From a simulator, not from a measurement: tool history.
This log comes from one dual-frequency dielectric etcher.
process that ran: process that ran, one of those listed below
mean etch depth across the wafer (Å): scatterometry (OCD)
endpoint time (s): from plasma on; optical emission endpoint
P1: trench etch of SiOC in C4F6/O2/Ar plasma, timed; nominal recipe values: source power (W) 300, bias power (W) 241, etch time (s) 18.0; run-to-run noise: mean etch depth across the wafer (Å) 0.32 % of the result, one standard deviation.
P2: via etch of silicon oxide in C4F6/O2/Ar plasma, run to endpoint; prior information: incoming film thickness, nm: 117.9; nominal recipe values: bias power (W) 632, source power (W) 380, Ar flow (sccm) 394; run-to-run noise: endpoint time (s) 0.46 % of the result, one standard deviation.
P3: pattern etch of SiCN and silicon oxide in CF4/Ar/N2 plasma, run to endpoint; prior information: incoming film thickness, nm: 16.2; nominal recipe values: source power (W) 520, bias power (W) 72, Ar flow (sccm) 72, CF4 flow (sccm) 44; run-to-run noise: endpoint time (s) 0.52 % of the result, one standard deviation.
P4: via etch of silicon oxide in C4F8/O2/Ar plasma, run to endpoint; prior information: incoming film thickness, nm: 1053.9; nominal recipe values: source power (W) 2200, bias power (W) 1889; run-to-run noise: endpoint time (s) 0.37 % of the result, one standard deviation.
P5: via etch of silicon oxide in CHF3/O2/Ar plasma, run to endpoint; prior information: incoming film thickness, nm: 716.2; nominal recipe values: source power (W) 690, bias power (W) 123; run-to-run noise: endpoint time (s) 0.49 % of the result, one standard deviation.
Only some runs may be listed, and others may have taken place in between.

| run | hour | process that ran | source power (W) | bias power (W) | etch time (s) | Ar flow (sccm) | CF4 flow (sccm) | mean etch depth across the wafer (Å) | endpoint time (s) |
|---|---|---|---|---|---|---|---|---|---|
| 1 | 5.6 | P1 | 300 | 241 | 18.0 |  |  | 367.51 |  |
| 2 | 12.5 | P1 | 300 | 241 | 18.0 |  |  | 366.76 |  |
| 3 | 17.4 | P2 | 380 | 632 |  | 394 |  |  | 24.909 |
| 4 | 24.9 | P1 | 300 | 241 | 12.0 |  |  | 245.95 |  |
| 5 | 29.1 | P1 | 300 | 241 | 18.0 |  |  | 367.17 |  |
| 6 | 34.2 | P1 | 300 | 241 | 18.0 |  |  | 369.56 |  |
| 7 | 40.5 | P4 | 2200 | 1889 |  |  |  |  | 201.380 |
| 8 | 48.8 | P3 | 520 | 72 |  | 93 | 44 |  | 17.559 |
| 9 | 56.6 | P1 | 300 | 241 | 23.0 |  |  | 472.30 |  |
| 10 | 65.1 | P3 | 520 | 101 |  | 72 | 44 |  | 14.956 |
| 11 | 71.7 | P5 | 690 | 123 |  |  |  |  | 387.940 |
| 12 | 78.0 | P1 | 430 | 241 | 18.0 |  |  | 421.47 |  |
| 13 | 84.0 | P3 | 520 | 72 |  | 72 | 27 |  | 18.069 |
| 14 | 93.4 | P1 | 390 | 288 | 18.0 |  |  | 428.46 |  |
| 15 | 100.8 | P4 | 2660 | 1889 |  |  |  |  | 185.500 |
| 16 | 104.9 | P5 | 690 | 89 |  |  |  |  | 431.750 |
| 17 | 110.5 | P1 | 300 | 241 | 18.0 |  |  | 367.41 |  |
| 18 | 119.1 | P3 | 520 | 72 |  | 72 | 44 |  | 16.707 |
| 19 | 126.1 | P1 | 300 | 241 | 18.0 |  |  | 367.30 |  |
| 20 | 135.0 | P5 | 690 | 123 |  |  |  |  | 389.860 |
| 21 | 144.1 | P1 | 300 | 187 | 18.0 |  |  | 337.98 |  |
| 22 | 148.6 | P2 | 220 | 632 |  | 394 |  |  | 30.286 |
| 23 | 155.4 | P2 | 380 | 411 |  | 394 |  |  | 29.258 |
| 24 | 164.3 | P4 | 2200 | 2282 |  |  |  |  | 189.730 |
| 25 | 168.5 | P5 | 470 | 123 |  |  |  |  | 454.210 |
| 26 | 174.1 | P1 | 190 | 241 | 13.5 |  |  | 232.93 |  |
| 27 | 179.7 | P2 | 380 | 632 |  | 308 |  |  | 24.039 |
| 28 | 189.2 | P3 | 390 | 72 |  | 72 | 44 |  | 21.700 |
| 29 | 194.4 | P1 | 300 | 321 | 18.0 |  |  | 406.24 |  |
| 30 | 199.2 | P1 | 210 | 241 | 18.0 |  |  | 323.32 |  |
| 31 | 207.7 | P3 | 520 | 72 |  | 72 | 44 |  | 16.847 |
| 32 | 216.3 | P4 | 2200 | 1889 |  |  |  |  | 199.730 |
| 33 | 221.9 | P1 | 300 | 241 | 18.0 |  |  | 368.38 |  |
| 34 | 230.3 | P1 | 300 | 241 | 18.0 |  |  | 369.64 |  |
| 35 | 235.5 | P1 | 300 | 241 | 18.0 |  |  | 370.62 |  |
| 36 | 242.5 | P1 | 300 | 241 | 18.0 |  |  | 371.39 |  |
|  | 247.9 | wet clean of the chamber |
| 37 | 252.0 | P1 | 300 | 241 | 18.0 |  |  | 372.93 |  |
| 38 | 256.4 | P1 | 300 | 241 | 18.0 |  |  | 372.25 |  |
| 39 | 265.6 | P1 | 300 | 241 | 18.0 |  |  | 373.32 |  |
| 40 | 271.5 | P1 | 300 | 241 | 18.0 |  |  | 376.26 |  |
| 41 | 277.4 | P1 | 300 | 241 | 18.0 |  |  | 374.75 |  |
| 42 | 285.3 | P1 | 300 | 241 | 18.0 |  |  | 374.23 |  |
| 43 | 289.4 | P1 | 300 | 241 | 18.0 |  |  | 375.65 |  |
| 44 | 295.6 | P1 | 300 | 241 | 18.0 |  |  | 373.95 |  |

P1 has crept away from where it was. The log is fitted equally well by each of these 2 causes, at the sizes shown:
A: source power that arrives over what is set, % = 4.31
B: bias power that arrives over what is set, % = 4.79
The creep began at about hour 221.9.
All other causes, with the reason each is excluded:
chamber walls in a state that raises the etch rate, %: serviced after onset, at hour 247.9, with no recovery of the prior output

Below are 4 check runs, each averaged over 3 wafers, with their results shown as question marks. Which of them would give clearly different results depending on which cause is behind the drift?
| check 1 | 301.8 | P5 | 690 | 123 |  |  |  |  | ? |
| check 2 | 301.8 | P2 | 380 | 632 |  | 394 |  |  | ? |
| check 3 | 301.8 | P3 | 520 | 72 |  | 72 | 44 |  | ? |
| check 4 | 301.8 | P4 | 2200 | 1889 |  |  |  |  | ? |

If the cause were each of the candidates in turn, the checks would give the following:
| check | result | if A | if B |
|---|---|---|---|
| check 1 | endpoint time (s) | 383.110 | 383.960 |
| check 2 | endpoint time (s) | 24.490 | 24.423 |
| check 3 | endpoint time (s) | 16.194 | 16.541 |
| check 4 | endpoint time (s) | 197.200 | 197.950 |
Gap, in per cent, between the two causes that each check separates least, read from the result that separates them most: check 1 0.22 %; check 2 0.28 %; check 3 2.12 %; check 4 0.38 %
The causes can be told apart only by check 3. The other checks would give nearly the same results under each of them.

Check 3 was carried out, with these results: endpoint time (s) 16.569. Which of the listed causes is responsible?

B is the cause: bias power that arrives over what is set, %.

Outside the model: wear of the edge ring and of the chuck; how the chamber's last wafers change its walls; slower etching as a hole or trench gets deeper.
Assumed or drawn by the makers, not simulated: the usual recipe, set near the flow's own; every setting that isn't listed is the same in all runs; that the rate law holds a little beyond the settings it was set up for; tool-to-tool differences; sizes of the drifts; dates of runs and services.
